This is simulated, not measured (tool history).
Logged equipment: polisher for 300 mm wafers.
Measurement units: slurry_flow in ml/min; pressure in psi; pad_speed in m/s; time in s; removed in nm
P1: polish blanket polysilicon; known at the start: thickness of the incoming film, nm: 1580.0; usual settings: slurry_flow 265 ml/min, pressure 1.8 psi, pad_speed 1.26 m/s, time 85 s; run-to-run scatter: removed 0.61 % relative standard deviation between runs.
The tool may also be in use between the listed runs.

run	hour	slurry_flow	pressure	pad_speed	time	wafers polished on this pad	hours since the slurry nozzle was cleaned	hours since the head pressure was calibrated	removed
1	4.1	265	1.8	1.26	85	281	443.2	673.6	495.94
2	8.7	160	1.2	1.26	85	336	447.8	678.2	308.41
3	13.8	265	1.8	1.82	85	397	452.9	683.3	720.82
4	21	265	1.3	1.26	85	484	460.1	690.5	358.99
5	26.1	265	1.8	1.26	85	546	465.2	695.6	500.21
6	31	265	1.8	1.26	108	605	470.1	700.5	636.28
# hour 33.1: slurry nozzle cleaned
7	36.8	265	1.8	0.72	85	674	3.7	706.3	285.99
8	40	265	2.7	1.26	85	713	6.9	709.5	752.62
9	43.4	160	1.8	1.26	85	754	10.3	712.9	467.89
10	46.8	165	1.8	0.78	85	795	13.7	716.3	286.95
11	51.6	265	1.8	1.26	61	853	18.5	721.1	357.29
12	58.4	265	1.8	1.26	85	934	25.3	727.9	500.59
13	64.4	265	1.8	1.26	85	1007	31.3	733.9	499.43
14	70.2	380	1.8	1.26	85	1076	37.1	739.7	519.94
15	75.1	265	1.8	1.26	85	1135	42	744.6	506.71
16	80.1	265	1.8	1.26	85	1196	47	749.6	488.96
17	84.8	265	1.8	1.26	85	1252	51.7	754.3	484.71
18	91.9	265	1.8	1.26	85	1338	58.8	761.4	483.43
19	97.6	265	1.8	1.26	85	1406	64.5	767.1	477.47
# hour 104: head pressure recalibrated
20	104	265	1.8	1.26	85	1483	70.9	0	475.68
21	110.6	265	1.8	1.26	85	1563	77.5	6.6	475.86
22	114.3	265	1.8	1.26	85	1607	81.2	10.3	477.51
23	119.5	265	1.8	1.26	85	1670	86.4	15.5	476.75
24	125.7	265	1.8	1.26	85	1745	92.6	21.7	474.03

The output of P1 has drifted from where it used to be. Each of the 2 causes below, taken at the size shown beside it, accounts for the log equally well:
A: removal rate lost through wear of the pad, % = 4.73
B: slurry flow missing at the pad, % = 32.5
The process output started creeping at around hour 75.1.
All other causes, with the reason each is excluded:
head's pressure below its setpoint, %: work on it at hour 104, done after the drift set in, did not restore what the process gave before

You are offered 4 check runs, listed below with question marks in place of their results; each one averages 3 wafers. Which run separates the listed causes by giving clearly different results for each?
check 1	131.9	265	1.8	0.82	85				?
check 2	131.9	265	2.2	1	85				?
check 3	131.9	265	2.6	1.8	85				?
check 4	131.9	160	1.8	1.52	85				?

Outcome of each check run for each possible cause:
check	result	if A	if B
check 1	removed	309.63	309.6
check 2	removed	461.51	461.46
check 3	removed	981.76	981.65
check 4	removed	537.33	521.9
Per-check spread between the two closest causes, in the result where they differ most: check 1 0.01 %; check 2 0.01 %; check 3 0.01 %; check 4 2.91 %
The causes can be told apart only by check 4. The other checks would give nearly the same results under each of them.

Check 4 was carried out, with these results: removed 523.14 nm. Which of the listed causes is responsible?

B is the cause: slurry flow missing at the pad, %.

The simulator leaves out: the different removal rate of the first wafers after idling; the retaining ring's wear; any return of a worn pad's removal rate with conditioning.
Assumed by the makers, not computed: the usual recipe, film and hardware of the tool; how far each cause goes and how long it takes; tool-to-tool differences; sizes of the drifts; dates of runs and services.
